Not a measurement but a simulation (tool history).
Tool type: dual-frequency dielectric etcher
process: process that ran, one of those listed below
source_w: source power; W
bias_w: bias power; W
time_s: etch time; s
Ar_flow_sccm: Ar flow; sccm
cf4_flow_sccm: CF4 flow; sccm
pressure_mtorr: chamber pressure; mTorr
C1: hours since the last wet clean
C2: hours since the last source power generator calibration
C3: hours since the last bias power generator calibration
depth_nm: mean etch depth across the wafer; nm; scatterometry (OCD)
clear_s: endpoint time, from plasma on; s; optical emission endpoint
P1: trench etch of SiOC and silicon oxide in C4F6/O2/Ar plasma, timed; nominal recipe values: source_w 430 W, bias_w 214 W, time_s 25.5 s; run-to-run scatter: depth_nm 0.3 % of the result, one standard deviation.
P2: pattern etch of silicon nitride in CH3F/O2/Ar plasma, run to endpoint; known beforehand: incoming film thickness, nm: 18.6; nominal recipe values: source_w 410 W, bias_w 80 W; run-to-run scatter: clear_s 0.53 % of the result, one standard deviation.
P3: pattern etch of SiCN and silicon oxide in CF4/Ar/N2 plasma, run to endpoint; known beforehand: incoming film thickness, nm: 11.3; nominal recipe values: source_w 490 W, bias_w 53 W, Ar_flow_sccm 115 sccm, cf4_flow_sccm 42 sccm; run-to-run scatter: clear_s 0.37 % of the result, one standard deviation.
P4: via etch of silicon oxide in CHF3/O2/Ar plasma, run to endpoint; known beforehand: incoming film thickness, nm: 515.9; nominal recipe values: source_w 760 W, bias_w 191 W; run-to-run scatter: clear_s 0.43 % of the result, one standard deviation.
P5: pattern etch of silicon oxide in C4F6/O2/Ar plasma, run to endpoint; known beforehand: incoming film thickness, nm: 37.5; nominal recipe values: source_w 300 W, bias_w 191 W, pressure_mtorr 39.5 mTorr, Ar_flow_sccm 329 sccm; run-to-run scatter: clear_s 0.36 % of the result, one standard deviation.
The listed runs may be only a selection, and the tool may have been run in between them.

{"run": 1, "hour": 7.0, "process": "P1", "source_w": 430, "bias_w": 214, "time_s": 25.5, "C1": 357.3, "C2": 2211, "C3": 2327.9, "depth_nm": 54.571}
{"run": 2, "hour": 14.4, "process": "P3", "source_w": 490, "bias_w": 33, "Ar_flow_sccm": 115, "cf4_flow_sccm": 42, "C1": 364.7, "C2": 2218.4, "C3": 2335.3, "clear_s": 17.64}
{"run": 3, "hour": 28.6, "process": "P2", "source_w": 410, "bias_w": 106, "C1": 378.9, "C2": 2232.6, "C3": 2349.5, "clear_s": 23.736}
{"run": 4, "hour": 40.0, "process": "P5", "source_w": 300, "bias_w": 191, "Ar_flow_sccm": 229, "pressure_mtorr": 39.5, "C1": 390.3, "C2": 2244, "C3": 2360.9, "clear_s": 12.995}
{"run": 5, "hour": 54.4, "process": "P1", "source_w": 430, "bias_w": 164, "time_s": 25.5, "C1": 404.7, "C2": 2258.4, "C3": 2375.3, "depth_nm": 49.963}
{"hour": 63.2, "done": "bias power generator calibrated"}
{"run": 6, "hour": 64.7, "process": "P4", "source_w": 520, "bias_w": 191, "C1": 415, "C2": 2268.7, "C3": 1.5, "clear_s": 276}
{"run": 7, "hour": 73.4, "process": "P5", "source_w": 300, "bias_w": 191, "Ar_flow_sccm": 329, "pressure_mtorr": 39.5, "C1": 423.7, "C2": 2277.4, "C3": 10.2, "clear_s": 13.563}
{"run": 8, "hour": 86.3, "process": "P1", "source_w": 430, "bias_w": 291, "time_s": 25.5, "C1": 436.6, "C2": 2290.3, "C3": 23.1, "depth_nm": 60.415}
{"run": 9, "hour": 92.9, "process": "P1", "source_w": 430, "bias_w": 160, "time_s": 14.5, "C1": 443.2, "C2": 2296.9, "C3": 29.7, "depth_nm": 28.168}
{"run": 10, "hour": 103.3, "process": "P2", "source_w": 410, "bias_w": 80, "C1": 453.6, "C2": 2307.3, "C3": 40.1, "clear_s": 26.461}
{"run": 11, "hour": 114.7, "process": "P1", "source_w": 430, "bias_w": 214, "time_s": 25.5, "C1": 465, "C2": 2318.7, "C3": 51.5, "depth_nm": 54.51}
{"run": 12, "hour": 124.9, "process": "P1", "source_w": 430, "bias_w": 214, "time_s": 17, "C1": 475.2, "C2": 2328.9, "C3": 61.7, "depth_nm": 36.426}
{"run": 13, "hour": 134.2, "process": "P5", "source_w": 170, "bias_w": 191, "Ar_flow_sccm": 329, "pressure_mtorr": 39.5, "C1": 484.5, "C2": 2338.2, "C3": 71, "clear_s": 16.964}
{"run": 14, "hour": 146.7, "process": "P2", "source_w": 410, "bias_w": 80, "C1": 497, "C2": 2350.7, "C3": 83.5, "clear_s": 26.362}
{"run": 15, "hour": 157.8, "process": "P1", "source_w": 590, "bias_w": 214, "time_s": 25.5, "C1": 508.1, "C2": 2361.8, "C3": 94.6, "depth_nm": 61.552}
{"run": 16, "hour": 165.3, "process": "P1", "source_w": 430, "bias_w": 214, "time_s": 36.5, "C1": 515.6, "C2": 2369.3, "C3": 102.1, "depth_nm": 78.023}
{"run": 17, "hour": 179.5, "process": "P5", "source_w": 300, "bias_w": 191, "Ar_flow_sccm": 329, "pressure_mtorr": 54.5, "C1": 529.8, "C2": 2383.5, "C3": 116.3, "clear_s": 14.136}
{"run": 18, "hour": 191.4, "process": "P4", "source_w": 760, "bias_w": 270, "C1": 541.7, "C2": 2395.4, "C3": 128.2, "clear_s": 211.97}
{"run": 19, "hour": 203.5, "process": "P1", "source_w": 430, "bias_w": 214, "time_s": 25.5, "C1": 553.8, "C2": 2407.5, "C3": 140.3, "depth_nm": 54.238}
{"run": 20, "hour": 211.6, "process": "P1", "source_w": 310, "bias_w": 214, "time_s": 25.5, "C1": 561.9, "C2": 2415.6, "C3": 148.4, "depth_nm": 47.9}
{"run": 21, "hour": 218.3, "process": "P1", "source_w": 360, "bias_w": 214, "time_s": 34, "C1": 568.6, "C2": 2422.3, "C3": 155.1, "depth_nm": 67.56}
{"run": 22, "hour": 230.8, "process": "P3", "source_w": 490, "bias_w": 53, "Ar_flow_sccm": 115, "cf4_flow_sccm": 27, "C1": 581.1, "C2": 2434.8, "C3": 167.6, "clear_s": 16.426}
{"hour": 240.3, "done": "source power generator calibrated"}
{"hour": 241.7, "done": "wet clean of the chamber"}
{"run": 23, "hour": 243.2, "process": "P1", "source_w": 430, "bias_w": 214, "time_s": 25.5, "C1": 1.5, "C2": 2.9, "C3": 180, "depth_nm": 54.708}
{"run": 24, "hour": 255.9, "process": "P3", "source_w": 490, "bias_w": 53, "Ar_flow_sccm": 115, "cf4_flow_sccm": 42, "C1": 14.2, "C2": 15.6, "C3": 192.7, "clear_s": 15.062}
{"run": 25, "hour": 265.9, "process": "P4", "source_w": 760, "bias_w": 191, "C1": 24.2, "C2": 25.6, "C3": 202.7, "clear_s": 237.1}
{"run": 26, "hour": 280.1, "process": "P3", "source_w": 490, "bias_w": 53, "Ar_flow_sccm": 115, "cf4_flow_sccm": 42, "C1": 38.4, "C2": 39.8, "C3": 216.9, "clear_s": 15.147}
{"run": 27, "hour": 290.2, "process": "P1", "source_w": 430, "bias_w": 214, "time_s": 25.5, "C1": 48.5, "C2": 49.9, "C3": 227, "depth_nm": 54.589}
{"run": 28, "hour": 304.7, "process": "P5", "source_w": 300, "bias_w": 130, "Ar_flow_sccm": 329, "pressure_mtorr": 39.5, "C1": 63, "C2": 64.4, "C3": 241.5, "clear_s": 15.417}
{"run": 29, "hour": 315.1, "process": "P3", "source_w": 490, "bias_w": 53, "Ar_flow_sccm": 82, "cf4_flow_sccm": 42, "C1": 73.4, "C2": 74.8, "C3": 251.9, "clear_s": 14.094}
{"run": 30, "hour": 324.3, "process": "P3", "source_w": 300, "bias_w": 53, "Ar_flow_sccm": 115, "cf4_flow_sccm": 42, "C1": 82.6, "C2": 84, "C3": 261.1, "clear_s": 23.139}
{"run": 31, "hour": 336.4, "process": "P2", "source_w": 520, "bias_w": 80, "C1": 94.7, "C2": 96.1, "C3": 273.2, "clear_s": 24.259}
{"run": 32, "hour": 343.2, "process": "P1", "source_w": 430, "bias_w": 214, "time_s": 25.5, "C1": 101.5, "C2": 102.9, "C3": 280, "depth_nm": 54.54}
{"run": 33, "hour": 354.8, "process": "P1", "source_w": 430, "bias_w": 214, "time_s": 25.5, "C1": 113.1, "C2": 114.5, "C3": 291.6, "depth_nm": 54.433}
{"run": 34, "hour": 364.7, "process": "P1", "source_w": 430, "bias_w": 214, "time_s": 25.5, "C1": 123, "C2": 124.4, "C3": 301.5, "depth_nm": 54.906}
{"hour": 371.9, "done": "wet clean of the chamber"}
{"run": 35, "hour": 376.1, "process": "P1", "source_w": 430, "bias_w": 214, "time_s": 25.5, "C1": 4.3, "C2": 135.8, "C3": 312.9, "depth_nm": 54.919}
{"run": 36, "hour": 386.0, "process": "P1", "source_w": 430, "bias_w": 214, "time_s": 25.5, "C1": 14.2, "C2": 145.7, "C3": 322.8, "depth_nm": 55.49}
{"run": 37, "hour": 399.6, "process": "P1", "source_w": 430, "bias_w": 214, "time_s": 25.5, "C1": 27.8, "C2": 159.3, "C3": 336.4, "depth_nm": 54.903}
{"run": 38, "hour": 409.7, "process": "P1", "source_w": 430, "bias_w": 214, "time_s": 25.5, "C1": 37.9, "C2": 169.4, "C3": 346.5, "depth_nm": 54.767}

Something has made what P1 gives creep away from where it was; the 2 causes below, each at its own stated size, fit the log equally well:
A: source power that arrives over what is set, % = 3.96
B: bias power that arrives over what is set, % = 4.68
Onset of the creep was near hour 343.2.
What rules out each remaining cause:
chamber walls in a state that raises the etch rate, %: serviced at hour 371.9, after the drift had started, without restoring the earlier output

Below are 4 check runs, each averaged over 2 wafers, with their results shown as question marks. Which of them would give clearly different results depending on which cause is behind the drift?
{"run": "check 1", "hour": 419.8, "process": "P5", "source_w": 190, "bias_w": 191, "Ar_flow_sccm": 329, "pressure_mtorr": 39.5, "clear_s": "?"}
{"run": "check 2", "hour": 419.8, "process": "P4", "source_w": 760, "bias_w": 265, "clear_s": "?"}
{"run": "check 3", "hour": 419.8, "process": "P2", "source_w": 410, "bias_w": 100, "clear_s": "?"}
{"run": "check 4", "hour": 419.8, "process": "P3", "source_w": 490, "bias_w": 35, "Ar_flow_sccm": 85, "cf4_flow_sccm": 42, "clear_s": "?"}

Predicted outcomes, by check and by cause:
check=check_1 result=clear_s if_A=15.938 if_B=15.928
check=check_2 result=clear_s if_A=210.55 if_B=210.19
check=check_3 result=clear_s if_A=23.999 if_B=23.942
check=check_4 result=clear_s if_A=15.707 if_B=16.043
Distance between the nearest two causes, measured in the result of the check that separates them most: check 1 0.06 %; check 2 0.17 %; check 3 0.24 %; check 4 2.12 %
Of the check runs offered, only check 4 discriminates between the causes; the rest would read about the same regardless of which cause applies.

After running check 4, the following was obtained: clear_s 15.735 s. Which cause does this point to?

It is A: source power that arrives over what is set, %.

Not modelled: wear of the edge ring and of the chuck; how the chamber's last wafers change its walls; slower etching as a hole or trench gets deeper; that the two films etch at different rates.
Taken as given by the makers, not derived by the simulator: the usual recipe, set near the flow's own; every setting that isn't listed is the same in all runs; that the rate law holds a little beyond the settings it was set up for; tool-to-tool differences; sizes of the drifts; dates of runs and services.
